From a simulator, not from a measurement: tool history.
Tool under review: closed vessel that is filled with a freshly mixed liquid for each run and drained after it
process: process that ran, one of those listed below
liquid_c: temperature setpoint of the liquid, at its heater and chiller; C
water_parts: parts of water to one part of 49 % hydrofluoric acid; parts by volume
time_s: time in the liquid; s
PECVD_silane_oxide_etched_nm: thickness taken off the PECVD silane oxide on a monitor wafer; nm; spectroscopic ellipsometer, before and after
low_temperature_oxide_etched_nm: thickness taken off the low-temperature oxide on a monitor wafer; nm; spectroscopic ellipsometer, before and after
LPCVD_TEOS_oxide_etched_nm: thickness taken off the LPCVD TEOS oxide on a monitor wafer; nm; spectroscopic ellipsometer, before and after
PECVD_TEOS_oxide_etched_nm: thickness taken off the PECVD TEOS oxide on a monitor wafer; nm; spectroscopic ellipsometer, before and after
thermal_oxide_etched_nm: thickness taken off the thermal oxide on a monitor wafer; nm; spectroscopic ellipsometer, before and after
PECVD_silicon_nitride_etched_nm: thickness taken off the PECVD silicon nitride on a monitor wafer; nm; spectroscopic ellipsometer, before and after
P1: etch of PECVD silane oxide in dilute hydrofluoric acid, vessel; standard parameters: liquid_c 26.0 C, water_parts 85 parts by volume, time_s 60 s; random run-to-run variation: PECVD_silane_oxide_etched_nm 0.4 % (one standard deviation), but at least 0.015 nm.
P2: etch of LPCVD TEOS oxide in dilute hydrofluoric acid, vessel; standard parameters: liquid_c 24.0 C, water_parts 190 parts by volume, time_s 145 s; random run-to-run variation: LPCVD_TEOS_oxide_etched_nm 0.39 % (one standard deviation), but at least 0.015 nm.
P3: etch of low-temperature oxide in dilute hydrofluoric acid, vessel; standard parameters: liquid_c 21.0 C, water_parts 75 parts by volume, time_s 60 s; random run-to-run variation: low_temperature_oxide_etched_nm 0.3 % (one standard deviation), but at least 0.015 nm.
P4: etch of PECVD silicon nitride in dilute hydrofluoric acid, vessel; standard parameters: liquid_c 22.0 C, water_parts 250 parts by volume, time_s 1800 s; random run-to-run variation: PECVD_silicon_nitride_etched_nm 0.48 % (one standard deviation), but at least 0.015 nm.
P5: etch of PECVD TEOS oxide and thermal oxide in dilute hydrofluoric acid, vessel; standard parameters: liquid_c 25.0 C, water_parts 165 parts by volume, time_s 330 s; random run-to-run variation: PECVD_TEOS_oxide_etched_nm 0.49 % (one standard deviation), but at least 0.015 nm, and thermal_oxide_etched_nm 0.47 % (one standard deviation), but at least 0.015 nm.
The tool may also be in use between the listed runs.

run	hour	process	liquid_c	water_parts	time_s	hours since the thermometer was replaced	hours since the hydrofluoric acid flow meter was replaced	PECVD_silane_oxide_etched_nm	low_temperature_oxide_etched_nm	LPCVD_TEOS_oxide_etched_nm	PECVD_TEOS_oxide_etched_nm	thermal_oxide_etched_nm	PECVD_silicon_nitride_etched_nm
1	6.0	P1	26.0	85	60	871.0	110.3	11.7840					
2	13.2	P3	27.0	75	60	878.2	117.5		33.523				
3	23.4	P1	26.0	130	60	888.4	127.7	7.2165					
4	31.0	P1	26.0	85	30	896.0	135.3	5.9277					
5	37.7	P1	31.5	85	60	902.7	142.0	14.4600					
6	48.2	P2	24.0	190	30	913.2	152.5			2.8104			
7	57.9	P5	25.0	165	330	922.9	162.2				16.6410	9.7678	
8	67.2	P5	25.0	295	330	932.2	171.5				8.1768	4.7511	
9	72.5	P1	26.0	85	60	937.5	176.8	11.7230					
10	80.5	P1	26.0	25	60	945.5	184.8	43.8370					
11	86.4	P1	19.0	85	60	951.4	190.7	8.8298					
12	96.1	P1	26.0	85	60	961.1	200.4	11.7110					
13	103.3	P2	24.0	190	145	968.3	207.6			13.6230			
14	115.1	P2	24.0	40	145	980.1	219.4			77.1640			
15	123.9	P5	25.0	165	330	988.9	228.2				16.7650	9.7505	
16	131.6	P4	22.0	250	3495	996.6	235.9						27.290
17	141.6	P4	22.0	250	1800	1006.6	245.9						14.121
18	150.3	P2	17.5	190	145	1015.3	254.6			10.6960			
19	161.8	P1	26.0	85	60	1026.8	266.1	11.7840					
20	172.4	P4	17.5	250	1800	1037.4	276.7						10.575
21	178.2	P1	26.0	85	105	1043.2	282.5	20.5670					
22	183.9	P3	21.0	75	60	1048.9	288.2		26.177				
23	192.3	P5	25.0	165	95	1057.3	296.6				4.7991	2.7934	
24	198.2	P3	21.0	75	60	1063.2	302.5		26.300				
25	205.9	P4	22.0	115	1800	1070.9	310.2						30.233
26	215.4	P4	22.0	250	1800	1080.4	319.7						14.100
27	226.6	P3	21.0	140	60	1091.6	330.9		13.119				
28	237.1	P3	21.0	75	120	1102.1	341.4		52.498				
29	245.0	P1	26.0	140	100	1110.0	349.3	11.0530					
30	254.9	P5	33.0	165	330	1119.9	359.2				22.3050	12.9250	
31	265.5	P1	26.0	85	60	1130.5	369.8	11.7110					
32	277.0	P1	26.0	85	60	1142.0	381.3	12.0200					
33	285.0	P1	26.0	85	60	1150.0	389.3	12.1350					
34	292.1	P1	26.0	85	60	1157.1	396.4	12.2790					
35	299.1	P1	26.0	85	60	1164.1	403.4	12.2760					
36	305.2	P1	26.0	85	60	1170.2	409.5	12.2700					
37	314.8	P1	26.0	85	60	1179.8	419.1	12.3370					
38	325.9	P1	26.0	85	60	1190.9	430.2	12.4560					
39	337.5	P1	26.0	85	60	1202.5	441.8	12.4200					
40	346.6	P1	26.0	85	60	1211.6	450.9	12.4040					
41	358.5	P1	26.0	85	60	1223.5	462.8	12.4420					
42	364.1	P1	26.0	85	60	1229.1	468.4	12.5350					

P1 has crept away from where it was. The log is fitted equally well by each of these 2 causes, at the sizes shown:
A: liquid hotter than its thermometer reads (K) = 1.47
B: hydrofluoric acid flow above the setpoint (%) = 5.3
The drift started at roughly hour 265.5.

Consider the 4 single-wafer check runs listed below, results given as question marks: which one distinguishes between the causes by giving clearly different results for each?
check 1	369.7	P3	21.0	75	60				?				
check 2	369.7	P5	25.0	165	330						?	?	
check 3	369.7	P2	24.0	190	145					?			
check 4	369.7	P4	22.0	250	1800								?

How each check would come out, cause by cause:
check	result	if A	if B
check 1	low_temperature_oxide_etched_nm	27.914	27.791
check 2	PECVD_TEOS_oxide_etched_nm	17.6030	17.7190
check 2	thermal_oxide_etched_nm	10.2850	10.3530
check 3	LPCVD_TEOS_oxide_etched_nm	14.4210	14.5340
check 4	PECVD_silicon_nitride_etched_nm	15.503	14.868
Per-check spread between the two closest causes, in the result where they differ most: check 1 0.44 %; check 2 0.66 %; check 3 0.78 %; check 4 4.18 %
Check 4 distinguishes between the causes, while the remaining checks would return nearly the same result for all of them.

Here is what check 4 returned: PECVD_silicon_nitride_etched_nm 15.481 nm. Which cause is it?

Of the candidate causes, it is A: liquid hotter than its thermometer reads (K).
